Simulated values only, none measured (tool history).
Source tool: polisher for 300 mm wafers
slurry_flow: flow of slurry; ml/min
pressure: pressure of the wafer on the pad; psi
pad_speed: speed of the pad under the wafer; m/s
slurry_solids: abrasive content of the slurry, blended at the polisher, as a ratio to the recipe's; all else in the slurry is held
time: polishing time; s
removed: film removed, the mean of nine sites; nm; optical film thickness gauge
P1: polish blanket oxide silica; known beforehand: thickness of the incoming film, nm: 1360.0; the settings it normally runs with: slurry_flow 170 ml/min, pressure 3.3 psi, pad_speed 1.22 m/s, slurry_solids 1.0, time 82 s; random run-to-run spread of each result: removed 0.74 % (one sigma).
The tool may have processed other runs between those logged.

run	hour	slurry_flow	pressure	pad_speed	slurry_solids	time	removed
1	11.5	170	3.3	1.22	1.0	82	273.72
2	23.5	100	3.3	0.74	1.0	82	161.60
3	33.1	260	3.3	1.22	1.0	82	288.17
4	43.1	170	3.3	1.22	1.0	82	273.63
5	48.8	170	3.3	1.22	1.0	119	389.09
6	60.3	170	1.5	1.22	1.0	82	122.20
7	72.0	170	3.3	1.22	1.0	82	272.02
8	79.0	170	3.3	0.58	1.0	41	75.61
9	86.6	170	3.3	1.22	1.5	82	320.13
10	97.3	170	3.3	1.22	1.0	82	270.10
11	105.1	170	3.3	1.22	1.0	82	272.43
12	111.1	170	3.3	1.22	1.0	54	178.00
13	119.6	170	3.3	0.54	1.0	82	143.23
14	125.4	115	3.3	1.22	1.0	82	257.00
# hour 127.3: slurry nozzle cleaned
15	137.0	170	4.9	1.22	1.0	82	406.38
16	146.9	170	3.3	1.64	1.0	82	350.21
17	153.3	170	4.3	1.22	1.0	123	536.06
18	162.7	170	3.3	1.22	0.5	82	187.78
19	170.6	170	3.3	1.22	1.0	82	272.02
20	178.0	170	3.3	1.22	1.0	82	268.51
21	183.3	170	3.3	1.22	1.0	82	265.24
22	189.3	170	3.3	1.22	1.0	82	257.15
23	197.3	170	3.3	1.22	1.0	82	256.56
# hour 203.9: conditioning disc replaced and pad reconditioned
24	209.0	170	3.3	1.22	1.0	82	252.45
25	218.7	170	3.3	1.22	1.0	82	258.60
# hour 219.9: head pressure recalibrated
26	225.1	170	3.3	1.22	1.0	82	251.49
# hour 225.8: slurry nozzle cleaned
27	236.6	170	3.3	1.22	1.0	82	252.11
28	246.4	170	3.3	1.22	1.0	82	251.26
29	251.9	170	3.3	1.22	1.0	82	254.31
30	261.6	170	3.3	1.22	1.0	82	248.95

The output of P1 has drifted from where it used to be. Each of the 2 causes below, taken at the size shown beside it, accounts for the log equally well:
A: removal rate lost through wear of the pad, % = 7.52
B: abrasive missing from the slurry, % = 15.2
Onset of the creep was near hour 170.6.
The rest of the possible causes, and what rules out each one:
slurry flow missing at the pad, %: work on it at hour 225.8, done after the drift set in, did not restore what the process gave before
head's pressure below its setpoint, %: work on it at hour 219.9, done after the drift set in, did not restore what the process gave before
time polished since the conditioner stopped cutting, s: work on it at hour 203.9, done after the drift set in, did not restore what the process gave before

Below are 4 check runs, each averaged over 5 wafers, with their results shown as question marks. Which of them would give clearly different results depending on which cause is behind the drift?
check 1	271.3	135	3.3	1.22	1.00	82	?
check 2	271.3	170	4.8	1.22	1.00	82	?
check 3	271.3	170	3.3	1.22	0.55	82	?
check 4	271.3	170	3.3	1.22	1.00	113	?

Expected result of each check under each candidate cause:
check	result	if A	if B
check 1	removed	241.97	241.94
check 2	removed	366.19	366.14
check 3	removed	183.51	179.09
check 4	removed	346.93	346.88
Separation of the two closest causes in each check, using whichever result separates them best: check 1 0.01 %; check 2 0.01 %; check 3 2.44 %; check 4 0.01 %
Check 3 tells the causes apart: in the others they would give nearly the same result.

With check 3 done, the readings were: removed 179.16 nm. Identify which of the listed causes applies.

The cause is B: abrasive missing from the slurry, %.
